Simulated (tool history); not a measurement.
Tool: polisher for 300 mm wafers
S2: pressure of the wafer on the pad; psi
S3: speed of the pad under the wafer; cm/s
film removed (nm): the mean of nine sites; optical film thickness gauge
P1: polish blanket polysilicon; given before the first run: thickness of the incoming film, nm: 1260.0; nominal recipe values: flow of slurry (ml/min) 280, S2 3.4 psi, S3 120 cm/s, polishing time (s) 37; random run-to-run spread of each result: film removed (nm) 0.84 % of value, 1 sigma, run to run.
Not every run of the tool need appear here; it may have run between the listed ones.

Run 1, hour 15.0: flow of slurry (ml/min) 280, S2 3.4 psi, S3 120 cm/s, polishing time (s) 37. Result: film removed (nm) 483.58.
Run 2, hour 31.4: flow of slurry (ml/min) 170, S2 3.4 psi, S3 120 cm/s, polishing time (s) 37. Result: film removed (nm) 453.99.
Run 3, hour 40.5: flow of slurry (ml/min) 280, S2 4.8 psi, S3 184 cm/s, polishing time (s) 37. Result: film removed (nm) 1028.90.
Run 4, hour 56.4: flow of slurry (ml/min) 280, S2 3.4 psi, S3 120 cm/s, polishing time (s) 18. Result: film removed (nm) 235.48.
Run 5, hour 67.0: flow of slurry (ml/min) 280, S2 3.4 psi, S3 120 cm/s, polishing time (s) 37. Result: film removed (nm) 476.93.
Run 6, hour 75.8: flow of slurry (ml/min) 280, S2 3.4 psi, S3 150 cm/s, polishing time (s) 37. Result: film removed (nm) 598.31.
Run 7, hour 88.7: flow of slurry (ml/min) 440, S2 3.4 psi, S3 120 cm/s, polishing time (s) 37. Result: film removed (nm) 501.71.
Run 8, hour 103.3: flow of slurry (ml/min) 280, S2 3.4 psi, S3 54 cm/s, polishing time (s) 37. Result: film removed (nm) 217.80.
Run 9, hour 113.3: flow of slurry (ml/min) 280, S2 2.5 psi, S3 120 cm/s, polishing time (s) 37. Result: film removed (nm) 356.93.
Run 10, hour 128.5: flow of slurry (ml/min) 280, S2 4.8 psi, S3 120 cm/s, polishing time (s) 37. Result: film removed (nm) 675.15.
Run 11, hour 146.9: flow of slurry (ml/min) 280, S2 3.4 psi, S3 120 cm/s, polishing time (s) 52. Result: film removed (nm) 679.37.
Run 12, hour 163.8: flow of slurry (ml/min) 280, S2 3.4 psi, S3 120 cm/s, polishing time (s) 37. Result: film removed (nm) 483.97.
Run 13, hour 178.0: flow of slurry (ml/min) 280, S2 3.4 psi, S3 120 cm/s, polishing time (s) 37. Result: film removed (nm) 477.37.
Run 14, hour 190.7: flow of slurry (ml/min) 280, S2 3.4 psi, S3 120 cm/s, polishing time (s) 37. Result: film removed (nm) 477.52.
Run 15, hour 202.5: flow of slurry (ml/min) 280, S2 3.4 psi, S3 120 cm/s, polishing time (s) 37. Result: film removed (nm) 473.12.
Run 16, hour 217.2: flow of slurry (ml/min) 280, S2 3.4 psi, S3 120 cm/s, polishing time (s) 37. Result: film removed (nm) 460.78.
At hour 223.4: worn pad replaced by a new one.
Run 17, hour 230.1: flow of slurry (ml/min) 280, S2 3.4 psi, S3 120 cm/s, polishing time (s) 37. Result: film removed (nm) 455.20.
Run 18, hour 243.8: flow of slurry (ml/min) 280, S2 3.4 psi, S3 120 cm/s, polishing time (s) 37. Result: film removed (nm) 452.21.
Run 19, hour 261.4: flow of slurry (ml/min) 280, S2 3.4 psi, S3 120 cm/s, polishing time (s) 37. Result: film removed (nm) 467.57.
Run 20, hour 279.8: flow of slurry (ml/min) 280, S2 3.4 psi, S3 120 cm/s, polishing time (s) 37. Result: film removed (nm) 466.03.

What P1 gives has crept off from where it sat before. The 2 causes that follow fit the log equally well, each at the size noted:
A: slurry flow missing at the pad, % = 35.1
B: head's pressure below its setpoint, % = 4.98
At approximately hour 190.7, the process output began to creep.
What rules out each remaining cause:
removal rate lost through wear of the pad, %: serviced at hour 223.4, which brought nothing back

Which of the 4 check runs listed below, each an average over 5 wafers with its results shown as question marks, gives clearly different results under the different listed causes?
Run check 1, hour 298.2: flow of slurry (ml/min) 280, S2 4.6 psi, S3 56 cm/s, polishing time (s) 37. Result: film removed (nm) ?.
Run check 2, hour 298.2: flow of slurry (ml/min) 170, S2 3.4 psi, S3 60 cm/s, polishing time (s) 37. Result: film removed (nm) ?.
Run check 3, hour 298.2: flow of slurry (ml/min) 280, S2 3.4 psi, S3 60 cm/s, polishing time (s) 49. Result: film removed (nm) ?.
Run check 4, hour 298.2: flow of slurry (ml/min) 280, S2 4.6 psi, S3 120 cm/s, polishing time (s) 24. Result: film removed (nm) ?.

If the cause were each of the candidates in turn, the checks would give the following:
  check             result    if A    if B
check 1  film removed (nm)  289.64  289.64
check 2  film removed (nm)  209.38  215.80
check 3  film removed (nm)  303.76  303.76
check 4  film removed (nm)  402.59  402.59
Distance between the nearest two causes, measured in the result of the check that separates them most: check 1 0 %; check 2 3.02 %; check 3 0 %; check 4 0 %
Only in check 2 would the causes give clearly different results; in the remaining checks their results would be nearly the same.

Check 2 has now been run. It gave: film removed (nm) 214.31. Which of the candidate causes is it?

Of the candidate causes, it is B: head's pressure below its setpoint, %.

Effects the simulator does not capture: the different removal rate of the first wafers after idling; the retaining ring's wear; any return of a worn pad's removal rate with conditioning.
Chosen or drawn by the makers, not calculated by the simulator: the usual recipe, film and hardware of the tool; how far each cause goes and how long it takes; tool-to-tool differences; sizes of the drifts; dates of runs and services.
